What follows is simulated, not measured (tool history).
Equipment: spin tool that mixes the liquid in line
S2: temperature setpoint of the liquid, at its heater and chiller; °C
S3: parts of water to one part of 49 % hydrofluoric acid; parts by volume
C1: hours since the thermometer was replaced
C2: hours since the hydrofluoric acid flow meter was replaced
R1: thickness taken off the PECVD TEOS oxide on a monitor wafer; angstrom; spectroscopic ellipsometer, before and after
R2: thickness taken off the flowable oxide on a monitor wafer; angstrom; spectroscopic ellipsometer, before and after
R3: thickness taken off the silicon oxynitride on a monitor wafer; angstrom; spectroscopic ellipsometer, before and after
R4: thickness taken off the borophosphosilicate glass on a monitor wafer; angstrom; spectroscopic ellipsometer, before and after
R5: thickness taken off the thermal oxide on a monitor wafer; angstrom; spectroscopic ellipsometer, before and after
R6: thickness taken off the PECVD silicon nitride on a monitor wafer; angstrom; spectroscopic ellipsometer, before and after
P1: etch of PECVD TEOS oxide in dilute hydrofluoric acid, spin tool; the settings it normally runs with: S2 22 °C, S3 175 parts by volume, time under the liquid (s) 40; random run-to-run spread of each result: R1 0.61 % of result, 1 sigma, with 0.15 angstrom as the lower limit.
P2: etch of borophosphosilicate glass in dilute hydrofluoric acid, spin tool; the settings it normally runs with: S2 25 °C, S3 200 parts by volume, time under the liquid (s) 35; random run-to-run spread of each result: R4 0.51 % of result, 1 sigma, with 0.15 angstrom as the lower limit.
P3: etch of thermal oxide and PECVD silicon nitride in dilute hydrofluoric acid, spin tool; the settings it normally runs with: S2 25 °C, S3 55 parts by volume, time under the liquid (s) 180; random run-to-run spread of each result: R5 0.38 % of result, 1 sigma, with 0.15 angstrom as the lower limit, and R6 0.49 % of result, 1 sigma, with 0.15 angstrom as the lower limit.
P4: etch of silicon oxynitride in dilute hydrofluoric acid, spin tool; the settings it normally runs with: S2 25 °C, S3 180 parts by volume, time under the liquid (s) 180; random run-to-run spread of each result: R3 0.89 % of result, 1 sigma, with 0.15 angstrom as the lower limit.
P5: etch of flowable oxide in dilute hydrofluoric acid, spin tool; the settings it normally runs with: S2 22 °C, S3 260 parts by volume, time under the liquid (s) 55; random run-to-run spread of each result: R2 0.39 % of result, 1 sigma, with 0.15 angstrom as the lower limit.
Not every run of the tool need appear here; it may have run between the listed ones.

Run 1, day 0.296: process that ran P1, S2 22 °C, S3 175 parts by volume, time under the liquid (s) 40; C1 696.6; C2 728.2. Result: R1 55.637 angstrom.
Run 2, day 0.6: process that ran P5, S2 29 °C, S3 260 parts by volume, time under the liquid (s) 55; C1 703.9; C2 735.5. Result: R2 123.61 angstrom.
Run 3, day 0.9: process that ran P1, S2 22 °C, S3 175 parts by volume, time under the liquid (s) 40; C1 711.1; C2 742.7. Result: R1 56.889 angstrom.
Run 4, day 1.1: process that ran P1, S2 22 °C, S3 175 parts by volume, time under the liquid (s) 40; C1 715.9; C2 747.5. Result: R1 56.253 angstrom.
Run 5, day 1.392: process that ran P4, S2 25 °C, S3 180 parts by volume, time under the liquid (s) 25; C1 722.9; C2 754.5. Result: R3 3.8452 angstrom.
Run 6, day 1.558: process that ran P1, S2 17 °C, S3 175 parts by volume, time under the liquid (s) 40; C1 726.9; C2 758.5. Result: R1 46.342 angstrom.
Run 7, day 1.825: process that ran P5, S2 22 °C, S3 260 parts by volume, time under the liquid (s) 15; C1 733.3; C2 764.9. Result: R2 26.263 angstrom.
Run 8, day 2.058: process that ran P2, S2 25 °C, S3 200 parts by volume, time under the liquid (s) 15; C1 738.9; C2 770.5. Result: R4 31.625 angstrom.
Run 9, day 2.433: process that ran P4, S2 25 °C, S3 180 parts by volume, time under the liquid (s) 180; C1 747.9; C2 779.5. Result: R3 31.493 angstrom.
Run 10, day 2.8: process that ran P2, S2 25 °C, S3 200 parts by volume, time under the liquid (s) 35; C1 756.7; C2 788.3. Result: R4 74.003 angstrom.
Run 11, day 3.121: process that ran P1, S2 22 °C, S3 175 parts by volume, time under the liquid (s) 20; C1 764.4; C2 796. Result: R1 28.42 angstrom.
Run 12, day 3.383: process that ran P1, S2 22 °C, S3 175 parts by volume, time under the liquid (s) 40; C1 770.7; C2 802.3. Result: R1 55.837 angstrom.
Run 13, day 3.579: process that ran P3, S2 25 °C, S3 55 parts by volume, time under the liquid (s) 95; C1 775.4; C2 807. Result: R5 94.194 angstrom, R6 31.831 angstrom.
Run 14, day 3.858: process that ran P1, S2 22 °C, S3 175 parts by volume, time under the liquid (s) 40; C1 782.1; C2 813.7. Result: R1 55.855 angstrom.
Run 15, day 4.067: process that ran P1, S2 22 °C, S3 175 parts by volume, time under the liquid (s) 70; C1 787.1; C2 818.7. Result: R1 99.171 angstrom.
Run 16, day 4.279: process that ran P2, S2 33.5 °C, S3 200 parts by volume, time under the liquid (s) 35; C1 792.2; C2 823.8. Result: R4 100.54 angstrom.
Run 17, day 4.638: process that ran P4, S2 25 °C, S3 80 parts by volume, time under the liquid (s) 180; C1 800.8; C2 832.4. Result: R3 76.318 angstrom.
Run 18, day 4.988: process that ran P2, S2 25 °C, S3 65 parts by volume, time under the liquid (s) 35; C1 809.2; C2 840.8. Result: R4 268.67 angstrom.
Run 19, day 5.325: process that ran P3, S2 25 °C, S3 55 parts by volume, time under the liquid (s) 180; C1 817.3; C2 848.9. Result: R5 179.35 angstrom, R6 60.256 angstrom.
Run 20, day 5.5: process that ran P1, S2 17 °C, S3 175 parts by volume, time under the liquid (s) 75; C1 821.5; C2 853.1. Result: R1 86.351 angstrom.
Run 21, day 5.875: process that ran P3, S2 25 °C, S3 55 parts by volume, time under the liquid (s) 180; C1 830.5; C2 862.1. Result: R5 179.51 angstrom, R6 59.848 angstrom.
Run 22, day 6.192: process that ran P3, S2 25 °C, S3 30 parts by volume, time under the liquid (s) 180; C1 838.1; C2 869.7. Result: R5 341.36 angstrom, R6 108.63 angstrom.

Run 23, settings as shown, results not yet in. Your forecast:
Run 23, day 6.571: process that ran P3, S2 33 °C, S3 55 parts by volume, time under the liquid (s) 180; C1 847.2; C2 878.8. Result: R5 ?, R6 ?.

R5: 245.8 angstrom
R6: 101.58 angstrom
